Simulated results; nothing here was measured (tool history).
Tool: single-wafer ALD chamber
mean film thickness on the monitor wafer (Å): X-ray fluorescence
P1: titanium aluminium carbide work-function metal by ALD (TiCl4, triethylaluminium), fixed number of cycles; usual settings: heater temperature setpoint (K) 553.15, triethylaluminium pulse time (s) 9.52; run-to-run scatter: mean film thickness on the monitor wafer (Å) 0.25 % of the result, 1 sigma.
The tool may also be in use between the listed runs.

run     day  heater temperature setpoint (K)  triethylaluminium pulse time (s)  hours since the last thermocouple change  hours since the last triethylaluminium bottle change  mean film thickness on the monitor wafer (Å)
  1   0.646                           553.15                              9.52                                     327.2                                                 658.4                                         18.45
  2   0.988                           553.15                              4.07                                     335.4                                                 666.6                                        14.565
  3   1.462                           576.15                             13.66                                     346.8                                                   678                                        21.025
  4     1.8                           553.15                              9.52                                     354.9                                                 686.1                                        18.554
      2.238  -- triethylaluminium bottle replaced
  5   2.275                           553.15                             14.55                                     366.3                                                     1                                        19.149
  6   2.746                           553.15                              9.52                                     377.6                                                  12.3                                        18.465
  7   3.129                           534.15                              6.02                                     386.8                                                  21.5                                        15.335
  8   3.438                           553.15                              9.52                                     394.2                                                  28.9                                        18.531
  9   3.983                           539.15                              9.52                                     407.3                                                    42                                        17.312
 10   4.612                           575.15                              9.52                                     422.4                                                  57.1                                        20.526
 11   5.025                           553.15                              9.52                                     432.3                                                    67                                        18.497
 12   5.375                           568.15                              5.62                                     440.7                                                  75.4                                         17.67
 13   5.933                           553.15                              9.52                                     454.1                                                  88.8                                        18.462
 14   6.554                           553.15                              9.52                                       469                                                 103.7                                        18.484
 15   7.012                           553.15                              9.52                                       480                                                 114.7                                        18.316
 16   7.375                           553.15                              9.52                                     488.7                                                 123.4                                        18.372
 17   7.958                           553.15                              9.52                                     502.7                                                 137.4                                        18.196
 18   8.504                           553.15                              9.52                                     515.8                                                 150.5                                        18.094
 19    8.95                           553.15                              9.52                                     526.5                                                 161.2                                         18.18
 20   9.433                           553.15                              9.52                                     538.1                                                 172.8                                        18.191
 21  10.004                           553.15                              9.52                                     551.8                                                 186.5                                        18.106
 22  10.292                           553.15                              9.52                                     558.7                                                 193.4                                        18.098
 23  10.608                           553.15                              9.52                                     566.3                                                   201                                        18.144
 24  10.925                           553.15                              9.52                                     573.9                                                 208.6                                        18.118
 25  11.529                           553.15                              9.52                                     588.4                                                 223.1                                        18.058

What P1 gives has crept away from where it was. These 2 causes fit the log equally well, each at the size given:
A: triethylaluminium dose below that of a fresh bottle (%) = 14.3
B: wafer temperature below the value expected at the setpoint (K) = 5.02
The creep began at about day 6.554.

4 check runs are offered, one wafer each, their results left as question marks. Which one tells the causes apart?
check 1  12.133                           540.15                              9.52                                                                                                                                             ?
check 2  12.133                           567.15                              9.52                                                                                                                                             ?
check 3  12.133                           570.15                              9.52                                                                                                                                             ?
check 4  12.133                           553.15                              4.11                                                                                                                                             ?

What each check would give under each cause:
  check                                        result    if A    if B
check 1  mean film thickness on the monitor wafer (Å)  16.983  16.964
check 2  mean film thickness on the monitor wafer (Å)   19.26  19.282
check 3  mean film thickness on the monitor wafer (Å)  19.517  19.544
check 4  mean film thickness on the monitor wafer (Å)  13.518  14.225
How far apart the two closest causes lie, in the result that separates them most: check 1 0.12 %; check 2 0.12 %; check 3 0.14 %; check 4 5.1 %
Check 4 tells the causes apart: in the others they would give nearly the same result.

Then check 4 was run and gave: mean film thickness on the monitor wafer (Å) 14.158. Which cause is it?

It is B: wafer temperature below the value expected at the setpoint (K).

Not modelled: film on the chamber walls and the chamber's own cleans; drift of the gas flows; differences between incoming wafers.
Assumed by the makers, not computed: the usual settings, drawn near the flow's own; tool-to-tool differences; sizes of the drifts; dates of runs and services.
